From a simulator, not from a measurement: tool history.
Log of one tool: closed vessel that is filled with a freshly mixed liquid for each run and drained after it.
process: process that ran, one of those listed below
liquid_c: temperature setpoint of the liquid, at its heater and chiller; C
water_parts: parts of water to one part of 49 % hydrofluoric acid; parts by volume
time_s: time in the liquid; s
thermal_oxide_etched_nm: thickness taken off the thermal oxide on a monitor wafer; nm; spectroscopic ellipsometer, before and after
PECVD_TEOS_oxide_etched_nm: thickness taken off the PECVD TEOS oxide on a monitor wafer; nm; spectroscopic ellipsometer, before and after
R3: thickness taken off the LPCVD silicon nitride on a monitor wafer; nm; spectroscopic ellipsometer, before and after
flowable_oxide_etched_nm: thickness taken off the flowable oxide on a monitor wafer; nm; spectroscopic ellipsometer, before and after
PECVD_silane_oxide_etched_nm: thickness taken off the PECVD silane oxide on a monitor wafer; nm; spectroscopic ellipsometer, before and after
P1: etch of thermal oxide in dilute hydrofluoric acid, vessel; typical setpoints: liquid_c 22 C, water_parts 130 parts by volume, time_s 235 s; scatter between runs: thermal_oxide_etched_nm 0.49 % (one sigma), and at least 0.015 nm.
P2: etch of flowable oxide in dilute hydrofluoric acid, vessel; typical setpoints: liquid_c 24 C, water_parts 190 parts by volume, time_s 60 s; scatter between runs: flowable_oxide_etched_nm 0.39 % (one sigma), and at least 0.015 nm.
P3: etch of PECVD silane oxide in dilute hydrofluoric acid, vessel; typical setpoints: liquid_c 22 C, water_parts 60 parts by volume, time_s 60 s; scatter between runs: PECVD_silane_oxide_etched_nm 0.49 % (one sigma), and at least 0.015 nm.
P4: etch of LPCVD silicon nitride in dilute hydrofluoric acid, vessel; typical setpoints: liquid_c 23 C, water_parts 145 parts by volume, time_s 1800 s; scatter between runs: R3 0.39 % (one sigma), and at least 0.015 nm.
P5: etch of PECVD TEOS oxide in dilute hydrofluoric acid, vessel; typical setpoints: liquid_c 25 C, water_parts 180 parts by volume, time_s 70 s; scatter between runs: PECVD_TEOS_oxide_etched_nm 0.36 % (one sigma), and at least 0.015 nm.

Run 1, hour 4.6: process P1, liquid_c 22 C, water_parts 130 parts by volume, time_s 235 s. Result: thermal_oxide_etched_nm 7.789 nm.
Run 2, hour 7.6: process P1, liquid_c 22 C, water_parts 130 parts by volume, time_s 235 s. Result: thermal_oxide_etched_nm 7.7606 nm.
Run 3, hour 10.8: process P1, liquid_c 26 C, water_parts 190 parts by volume, time_s 235 s. Result: thermal_oxide_etched_nm 5.7601 nm.
Run 4, hour 13.2: process P5, liquid_c 25 C, water_parts 180 parts by volume, time_s 70 s. Result: PECVD_TEOS_oxide_etched_nm 8.16 nm.
Run 5, hour 16.6: process P5, liquid_c 25 C, water_parts 180 parts by volume, time_s 70 s. Result: PECVD_TEOS_oxide_etched_nm 8.1724 nm.
Run 6, hour 21.6: process P4, liquid_c 29 C, water_parts 145 parts by volume, time_s 1800 s. Result: R3 8.7628 nm.
Run 7, hour 24.7: process P1, liquid_c 22 C, water_parts 130 parts by volume, time_s 235 s. Result: thermal_oxide_etched_nm 7.7902 nm.
Run 8, hour 27.5: process P2, liquid_c 24 C, water_parts 190 parts by volume, time_s 30 s. Result: flowable_oxide_etched_nm 4.5678 nm.
Run 9, hour 30.7: process P1, liquid_c 29 C, water_parts 130 parts by volume, time_s 355 s. Result: thermal_oxide_etched_nm 15.321 nm.
Run 10, hour 34.6: process P1, liquid_c 27.5 C, water_parts 130 parts by volume, time_s 235 s. Result: thermal_oxide_etched_nm 9.4516 nm.
Run 11, hour 37.5: process P1, liquid_c 22 C, water_parts 130 parts by volume, time_s 235 s. Result: thermal_oxide_etched_nm 7.7055 nm.
Run 12, hour 41.5: process P1, liquid_c 22 C, water_parts 220 parts by volume, time_s 430 s. Result: thermal_oxide_etched_nm 7.5274 nm.
Run 13, hour 44.9: process P4, liquid_c 23 C, water_parts 145 parts by volume, time_s 1800 s. Result: R3 5.9671 nm.
Run 14, hour 49.8: process P2, liquid_c 24 C, water_parts 190 parts by volume, time_s 60 s. Result: flowable_oxide_etched_nm 9.0037 nm.
Run 15, hour 52.2: process P3, liquid_c 22 C, water_parts 95 parts by volume, time_s 60 s. Result: PECVD_silane_oxide_etched_nm 29.698 nm.
Run 16, hour 55.3: process P1, liquid_c 17 C, water_parts 130 parts by volume, time_s 235 s. Result: thermal_oxide_etched_nm 6.3314 nm.
Run 17, hour 60.3: process P1, liquid_c 22 C, water_parts 130 parts by volume, time_s 235 s. Result: thermal_oxide_etched_nm 7.7225 nm.
Run 18, hour 64: process P5, liquid_c 25 C, water_parts 320 parts by volume, time_s 70 s. Result: PECVD_TEOS_oxide_etched_nm 3.975 nm.
Run 19, hour 68.5: process P1, liquid_c 22 C, water_parts 130 parts by volume, time_s 235 s. Result: thermal_oxide_etched_nm 7.8134 nm.
Run 20, hour 73.3: process P3, liquid_c 22 C, water_parts 60 parts by volume, time_s 30 s. Result: PECVD_silane_oxide_etched_nm 24.543 nm.
Run 21, hour 78.2: process P1, liquid_c 22 C, water_parts 130 parts by volume, time_s 30 s. Result: thermal_oxide_etched_nm 0.98582 nm.
Run 22, hour 81.9: process P5, liquid_c 29.5 C, water_parts 180 parts by volume, time_s 70 s. Result: PECVD_TEOS_oxide_etched_nm 9.5968 nm.
Run 23, hour 86.1: process P2, liquid_c 17 C, water_parts 190 parts by volume, time_s 60 s. Result: flowable_oxide_etched_nm 6.9022 nm.
Run 24, hour 89: process P1, liquid_c 22 C, water_parts 55 parts by volume, time_s 235 s. Result: thermal_oxide_etched_nm 20.077 nm.
Run 25, hour 93: process P1, liquid_c 22 C, water_parts 185 parts by volume, time_s 235 s. Result: thermal_oxide_etched_nm 5.1255 nm.
Run 26, hour 97.1: process P2, liquid_c 24 C, water_parts 315 parts by volume, time_s 60 s. Result: flowable_oxide_etched_nm 4.7994 nm.
Run 27, hour 102.1: process P1, liquid_c 22 C, water_parts 130 parts by volume, time_s 415 s. Result: thermal_oxide_etched_nm 13.699 nm.
Run 28, hour 105.3: process P3, liquid_c 22 C, water_parts 60 parts by volume, time_s 60 s. Result: PECVD_silane_oxide_etched_nm 49.416 nm.
Run 29, hour 110.1: process P4, liquid_c 23 C, water_parts 145 parts by volume, time_s 1800 s. Result: R3 6.0054 nm.
Run 30, hour 112.7: process P4, liquid_c 23 C, water_parts 85 parts by volume, time_s 1800 s. Result: R3 10.133 nm.
Run 31, hour 116.4: process P4, liquid_c 23 C, water_parts 145 parts by volume, time_s 445 s. Result: R3 1.4307 nm.
Run 32, hour 118.8: process P3, liquid_c 17 C, water_parts 60 parts by volume, time_s 60 s. Result: PECVD_silane_oxide_etched_nm 39.643 nm.

Run 33 comes next. What will it give?
Run 33, hour 122.9: process P2, liquid_c 24 C, water_parts 190 parts by volume, time_s 60 s. Result: flowable_oxide_etched_nm ?.

flowable_oxide_etched_nm: 9.1415 nm
